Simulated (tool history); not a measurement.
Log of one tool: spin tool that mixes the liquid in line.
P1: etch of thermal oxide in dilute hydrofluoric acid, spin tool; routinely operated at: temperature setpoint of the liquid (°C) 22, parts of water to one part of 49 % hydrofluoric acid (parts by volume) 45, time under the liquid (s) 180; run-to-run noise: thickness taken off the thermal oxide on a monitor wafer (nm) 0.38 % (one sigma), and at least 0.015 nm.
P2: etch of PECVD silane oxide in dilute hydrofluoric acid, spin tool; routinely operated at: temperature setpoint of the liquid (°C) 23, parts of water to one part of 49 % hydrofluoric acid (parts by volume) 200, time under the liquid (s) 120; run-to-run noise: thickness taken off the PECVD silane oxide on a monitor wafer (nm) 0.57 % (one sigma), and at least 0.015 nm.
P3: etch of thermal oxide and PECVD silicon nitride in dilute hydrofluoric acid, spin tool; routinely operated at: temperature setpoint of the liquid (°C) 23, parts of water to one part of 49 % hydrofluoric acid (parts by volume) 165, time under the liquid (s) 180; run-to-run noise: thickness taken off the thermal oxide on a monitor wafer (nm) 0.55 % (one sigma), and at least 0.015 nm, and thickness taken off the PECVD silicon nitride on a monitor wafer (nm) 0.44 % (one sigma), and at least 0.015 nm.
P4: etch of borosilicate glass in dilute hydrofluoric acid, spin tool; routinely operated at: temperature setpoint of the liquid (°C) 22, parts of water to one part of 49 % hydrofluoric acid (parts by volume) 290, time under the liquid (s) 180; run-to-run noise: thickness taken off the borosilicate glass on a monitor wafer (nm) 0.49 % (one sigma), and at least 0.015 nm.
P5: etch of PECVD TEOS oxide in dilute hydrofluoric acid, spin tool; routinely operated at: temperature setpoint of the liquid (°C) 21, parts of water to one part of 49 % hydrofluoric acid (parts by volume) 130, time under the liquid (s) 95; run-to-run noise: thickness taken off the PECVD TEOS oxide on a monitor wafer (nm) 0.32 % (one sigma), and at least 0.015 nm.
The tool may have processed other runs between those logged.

run,hour,process that ran,temperature setpoint of the liquid (°C),parts of water to one part of 49 % hydrofluoric acid (parts by volume),time under the liquid (s),hours since the thermometer was replaced,hours since the hydrofluoric acid flow meter was replaced,thickness taken off the thermal oxide on a monitor wafer (nm),thickness taken off the PECVD silane oxide on a monitor wafer (nm),thickness taken off the PECVD TEOS oxide on a monitor wafer (nm),thickness taken off the PECVD silicon nitride on a monitor wafer (nm),thickness taken off the borosilicate glass on a monitor wafer (nm)
1,13.3,P1,22,45,180,823.1,931.1,18.358,,,,
2,25.4,P1,22,75,280,835.2,943.2,16.453,,,,
3,32.8,P2,23,40,120,842.6,950.6,,100.83,,,
4,46,P5,21,130,95,855.8,963.8,,,9.0555,,
5,58.1,P3,17,165,180,867.9,975.9,3.6651,,,3.3456,
6,67.3,P5,21,130,95,877.1,985.1,,,9.1045,,
7,80.4,P1,22,45,180,890.2,998.2,18.306,,,,
8,90.4,P2,23,200,230,900.2,1008.2,,31.923,,,
9,98.4,P1,22,45,345,908.2,1016.2,34.933,,,,
10,108.2,P1,22,45,180,918,1026,18.387,,,,
11,119.7,P2,23,200,120,929.5,1037.5,,16.803,,,
12,127.5,P3,23,165,180,937.3,1045.3,4.7319,,,4.9456,
13,135.7,P4,22,290,65,945.5,1053.5,,,,,7.3634
14,147.5,P1,29.5,45,180,957.3,1065.3,24.89,,,,
15,154.4,P4,22,70,180,964.2,1072.2,,,,,107
16,160.7,P5,21,20,95,970.5,1078.5,,,67.26,,
17,172.1,P1,22,45,180,981.9,1089.9,18.368,,,,
18,185,P5,21,130,20,994.8,1102.8,,,1.9101,,
19,195,P3,23,165,50,1004.8,1112.8,1.3288,,,1.3874,
20,202.1,P4,28,290,180,1011.9,1119.9,,,,,25.094
21,214.8,P3,23,35,180,1024.6,1132.6,25.932,,,22.971,
22,228,P3,23,165,180,1037.8,1145.8,4.6796,,,5.0283,
23,238,P1,22,45,95,1047.8,1155.8,9.7125,,,,
24,251.1,P1,22,70,180,1060.9,1168.9,11.514,,,,
25,259.2,P1,22,20,180,1069,1177,42.543,,,,
26,268.9,P1,22,45,180,1078.7,1186.7,18.328,,,,
27,277.9,P4,22,290,180,1087.7,1195.7,,,,,20.173
28,284.2,P4,22,290,180,1094,1202,,,,,20.355
29,293.7,P2,18.5,200,120,1103.5,1211.5,,14.119,,,
30,306.6,P1,17,45,180,1116.4,1224.4,14.8,,,,
31,315.3,P5,17,130,95,1125.1,1233.1,,,7.7068,,
32,321.6,P2,23,200,120,1131.4,1239.4,,16.737,,,
33,328.3,P1,22,45,180,1138.1,1246.1,18.308,,,,
34,339.4,P1,22,45,180,1149.2,1257.2,17.566,,,,
35,345.9,P1,22,45,180,1155.7,1263.7,17.335,,,,
36,355.6,P1,22,45,180,1165.4,1273.4,16.894,,,,
37,365.1,P1,22,45,180,1174.9,1282.9,17.004,,,,
38,372.3,P1,22,45,180,1182.1,1290.1,16.901,,,,
39,381.4,P1,22,45,180,1191.2,1299.2,16.903,,,,

The output of P1 has drifted from where it used to be. Each of the 2 causes below, taken at the size shown beside it, accounts for the log equally well:
A: liquid colder than its thermometer reads (K) = 1.98
B: hydrofluoric acid flow below the setpoint (%) = 7.57
The process output started creeping at around hour 328.3.

Each of the 4 check runs below uses one wafer; its results are left as question marks. Which run tells the causes apart?
check 1,390.5,P5,21,25,30,,,,,?,,
check 2,390.5,P4,22,90,180,,,,,,,?
check 3,390.5,P2,23,80,180,,,,?,,,
check 4,390.5,P3,23,110,180,,,?,,,?,

Check results expected under each cause:
check,result,if A,if B
check 1,thickness taken off the PECVD TEOS oxide on a monitor wafer (nm),15.5,15.567
check 2,thickness taken off the borosilicate glass on a monitor wafer (nm),74.741,74.272
check 3,thickness taken off the PECVD silane oxide on a monitor wafer (nm),66.354,65.973
check 4,thickness taken off the thermal oxide on a monitor wafer (nm),6.9565,6.8874
check 4,thickness taken off the PECVD silicon nitride on a monitor wafer (nm),6.5377,6.9041
Separation of the two closest causes in each check, using whichever result separates them best: check 1 0.43 %; check 2 0.63 %; check 3 0.58 %; check 4 5.45 %
Only check 4 tells the causes apart: in the others they would give nearly the same result.

After running check 4, the following was obtained: thickness taken off the thermal oxide on a monitor wafer (nm) 6.8261; thickness taken off the PECVD silicon nitride on a monitor wafer (nm) 6.8384. Which cause does this point to?

B is the cause: hydrofluoric acid flow below the setpoint (%).
